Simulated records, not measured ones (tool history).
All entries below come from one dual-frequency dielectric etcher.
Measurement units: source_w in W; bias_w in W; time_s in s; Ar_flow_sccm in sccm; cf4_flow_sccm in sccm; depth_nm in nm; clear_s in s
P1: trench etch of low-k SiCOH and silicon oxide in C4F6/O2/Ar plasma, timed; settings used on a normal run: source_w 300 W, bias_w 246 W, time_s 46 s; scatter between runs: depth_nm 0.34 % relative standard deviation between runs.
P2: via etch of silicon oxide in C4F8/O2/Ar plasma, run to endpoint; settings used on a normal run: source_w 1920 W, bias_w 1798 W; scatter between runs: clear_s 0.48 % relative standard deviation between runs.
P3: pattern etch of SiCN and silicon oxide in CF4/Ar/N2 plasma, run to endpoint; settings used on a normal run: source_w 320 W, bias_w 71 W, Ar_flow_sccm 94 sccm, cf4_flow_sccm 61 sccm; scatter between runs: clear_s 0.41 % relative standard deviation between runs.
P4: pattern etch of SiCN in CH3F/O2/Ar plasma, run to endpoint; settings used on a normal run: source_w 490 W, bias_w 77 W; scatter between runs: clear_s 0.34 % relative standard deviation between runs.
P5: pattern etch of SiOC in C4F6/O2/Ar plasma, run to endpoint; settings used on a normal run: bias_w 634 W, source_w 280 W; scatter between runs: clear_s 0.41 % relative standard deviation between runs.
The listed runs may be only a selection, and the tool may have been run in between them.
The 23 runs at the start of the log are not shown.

run,hour,process,source_w,bias_w,time_s,Ar_flow_sccm,cf4_flow_sccm,depth_nm,clear_s
24,113.4,P5,280,804,,,,,14.882
25,118.4,P3,320,71,,94,38,,15.27
26,123.7,P5,280,634,,,,,16.318
27,129.6,P1,300,299,46,,,156.33,
28,134.3,P4,490,77,,,,,18.235
29,140.4,P1,190,159,46,,,105.86,
30,145.1,P1,300,246,46,,,145.81,
31,150.1,P1,300,246,46,,,145.37,
32,154.3,P1,300,246,46,,,143.94,
33,159.6,P1,300,246,46,,,144.62,
34,166,P1,300,246,46,,,143.85,
35,172.2,P1,300,246,46,,,143.93,
36,177.4,P1,300,246,46,,,143.61,
# hour 178: wet clean of the chamber
37,181.6,P1,300,246,46,,,143.62,
38,185.9,P1,300,246,46,,,142.68,
39,188.8,P1,300,246,46,,,142.91,

Run 40 has not been measured yet. What should we expect?
40,192.9,P1,300,246,46,,,?,

depth_nm: 143.12 nm
